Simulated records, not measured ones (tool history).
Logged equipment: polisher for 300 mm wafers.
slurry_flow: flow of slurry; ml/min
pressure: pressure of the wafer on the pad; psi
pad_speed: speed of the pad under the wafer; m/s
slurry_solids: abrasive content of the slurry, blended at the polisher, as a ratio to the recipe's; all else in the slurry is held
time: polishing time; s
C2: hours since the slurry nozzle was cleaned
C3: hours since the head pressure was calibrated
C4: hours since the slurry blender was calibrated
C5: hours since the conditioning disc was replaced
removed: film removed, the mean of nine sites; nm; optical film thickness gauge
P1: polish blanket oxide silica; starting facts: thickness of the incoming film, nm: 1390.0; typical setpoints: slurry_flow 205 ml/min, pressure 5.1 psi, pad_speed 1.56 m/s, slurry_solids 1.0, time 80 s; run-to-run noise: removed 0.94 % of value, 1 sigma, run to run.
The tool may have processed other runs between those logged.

run 1 day=0.475 | slurry_flow=205 pressure=5.1 pad_speed=1.56 slurry_solids=1.0 time=80 | wafers_polished_on_this_pad=841 C2=165.4 C3=486.9 C4=120.4 C5=63.2 | removed=337.39
run 2 day=0.796 | slurry_flow=300 pressure=5.1 pad_speed=1.56 slurry_solids=1.0 time=80 | wafers_polished_on_this_pad=890 C2=173.1 C3=494.6 C4=128.1 C5=70.9 | removed=360.05
-- day=1.071 head pressure recalibrated
run 3 day=1.475 | slurry_flow=205 pressure=6.6 pad_speed=1.56 slurry_solids=1.0 time=80 | wafers_polished_on_this_pad=993 C2=189.4 C3=9.8 C4=144.4 C5=87.2 | removed=444.93
run 4 day=2.167 | slurry_flow=205 pressure=2.4 pad_speed=1.56 slurry_solids=1.0 time=80 | wafers_polished_on_this_pad=1098 C2=206.0 C3=26.4 C4=161.0 C5=103.8 | removed=161.52
run 5 day=2.858 | slurry_flow=205 pressure=5.1 pad_speed=0.70 slurry_solids=1.0 time=80 | wafers_polished_on_this_pad=1203 C2=222.6 C3=43.0 C4=177.6 C5=120.4 | removed=182.69
run 6 day=3.304 | slurry_flow=205 pressure=5.1 pad_speed=1.56 slurry_solids=1.0 time=80 | wafers_polished_on_this_pad=1271 C2=233.3 C3=53.7 C4=188.3 C5=131.1 | removed=339.77
run 7 day=4.008 | slurry_flow=205 pressure=5.1 pad_speed=1.56 slurry_solids=1.0 time=80 | wafers_polished_on_this_pad=1378 C2=250.2 C3=70.6 C4=205.2 C5=148.0 | removed=344.42
run 8 day=4.621 | slurry_flow=205 pressure=5.1 pad_speed=1.56 slurry_solids=1.0 time=38 | wafers_polished_on_this_pad=1471 C2=264.9 C3=85.3 C4=219.9 C5=162.7 | removed=165.47
run 9 day=5.150 | slurry_flow=130 pressure=6.9 pad_speed=1.56 slurry_solids=1.0 time=80 | wafers_polished_on_this_pad=1551 C2=277.6 C3=98.0 C4=232.6 C5=175.4 | removed=429.20
run 10 day=5.617 | slurry_flow=205 pressure=5.1 pad_speed=1.56 slurry_solids=1.3 time=80 | wafers_polished_on_this_pad=1622 C2=288.8 C3=109.2 C4=243.8 C5=186.6 | removed=384.06
run 11 day=6.038 | slurry_flow=205 pressure=5.1 pad_speed=1.96 slurry_solids=1.0 time=80 | wafers_polished_on_this_pad=1686 C2=298.9 C3=119.3 C4=253.9 C5=196.7 | removed=416.05
-- day=6.288 slurry blender recalibrated
run 12 day=6.471 | slurry_flow=205 pressure=5.1 pad_speed=1.56 slurry_solids=1.0 time=110 | wafers_polished_on_this_pad=1752 C2=309.3 C3=129.7 C4=4.4 C5=207.1 | removed=469.99
run 13 day=7.054 | slurry_flow=205 pressure=7.6 pad_speed=2.32 slurry_solids=1.0 time=80 | wafers_polished_on_this_pad=1841 C2=323.3 C3=143.7 C4=18.4 C5=221.1 | removed=706.83
run 14 day=7.467 | slurry_flow=125 pressure=5.1 pad_speed=1.56 slurry_solids=1.0 time=80 | wafers_polished_on_this_pad=1904 C2=333.2 C3=153.6 C4=28.3 C5=231.0 | removed=320.30
run 15 day=8.029 | slurry_flow=205 pressure=5.1 pad_speed=1.56 slurry_solids=1.0 time=80 | wafers_polished_on_this_pad=1989 C2=346.7 C3=167.1 C4=41.8 C5=244.5 | removed=348.77
run 16 day=8.738 | slurry_flow=205 pressure=5.1 pad_speed=1.56 slurry_solids=0.6 time=80 | wafers_polished_on_this_pad=2097 C2=363.7 C3=184.1 C4=58.8 C5=261.5 | removed=265.11
run 17 day=9.150 | slurry_flow=205 pressure=5.1 pad_speed=1.56 slurry_solids=1.0 time=80 | wafers_polished_on_this_pad=2159 C2=373.6 C3=194.0 C4=68.7 C5=271.4 | removed=338.46
run 18 day=9.833 | slurry_flow=205 pressure=5.1 pad_speed=1.56 slurry_solids=1.0 time=80 | wafers_polished_on_this_pad=2263 C2=390.0 C3=210.4 C4=85.1 C5=287.8 | removed=321.23
run 19 day=10.338 | slurry_flow=205 pressure=5.1 pad_speed=1.56 slurry_solids=1.0 time=80 | wafers_polished_on_this_pad=2340 C2=402.1 C3=222.5 C4=97.2 C5=299.9 | removed=320.97
run 20 day=10.771 | slurry_flow=205 pressure=5.1 pad_speed=1.56 slurry_solids=1.0 time=80 | wafers_polished_on_this_pad=2406 C2=412.5 C3=232.9 C4=107.6 C5=310.3 | removed=306.09
run 21 day=11.133 | slurry_flow=205 pressure=5.1 pad_speed=1.56 slurry_solids=1.0 time=80 | wafers_polished_on_this_pad=2461 C2=421.2 C3=241.6 C4=116.3 C5=319.0 | removed=307.41
-- day=11.233 conditioning disc replaced and pad reconditioned
-- day=11.400 slurry nozzle cleaned
run 22 day=11.462 | slurry_flow=205 pressure=5.1 pad_speed=1.56 slurry_solids=1.0 time=80 | wafers_polished_on_this_pad=2511 C2=1.5 C3=249.5 C4=124.2 C5=5.6 | removed=305.44
run 23 day=12.062 | slurry_flow=205 pressure=5.1 pad_speed=1.56 slurry_solids=1.0 time=80 | wafers_polished_on_this_pad=2602 C2=15.9 C3=263.9 C4=138.6 C5=20.0 | removed=303.47
-- day=12.354 head pressure recalibrated
run 24 day=12.512 | slurry_flow=205 pressure=5.1 pad_speed=1.56 slurry_solids=1.0 time=80 | wafers_polished_on_this_pad=2671 C2=26.7 C3=3.9 C4=149.4 C5=30.8 | removed=303.21
run 25 day=13.179 | slurry_flow=205 pressure=5.1 pad_speed=1.56 slurry_solids=1.0 time=80 | wafers_polished_on_this_pad=2772 C2=42.7 C3=19.9 C4=165.4 C5=46.8 | removed=298.51
run 26 day=13.712 | slurry_flow=205 pressure=5.1 pad_speed=1.56 slurry_solids=1.0 time=80 | wafers_polished_on_this_pad=2853 C2=55.5 C3=32.7 C4=178.2 C5=59.6 | removed=301.22

Run 27 is up next; what results do you expect?
run 27 day=14.212 | slurry_flow=205 pressure=5.1 pad_speed=1.56 slurry_solids=1.0 time=80 | wafers_polished_on_this_pad=2929 C2=67.5 C3=44.7 C4=190.2 C5=71.6 | removed=?

{"run 27": {"removed": 299.5}}

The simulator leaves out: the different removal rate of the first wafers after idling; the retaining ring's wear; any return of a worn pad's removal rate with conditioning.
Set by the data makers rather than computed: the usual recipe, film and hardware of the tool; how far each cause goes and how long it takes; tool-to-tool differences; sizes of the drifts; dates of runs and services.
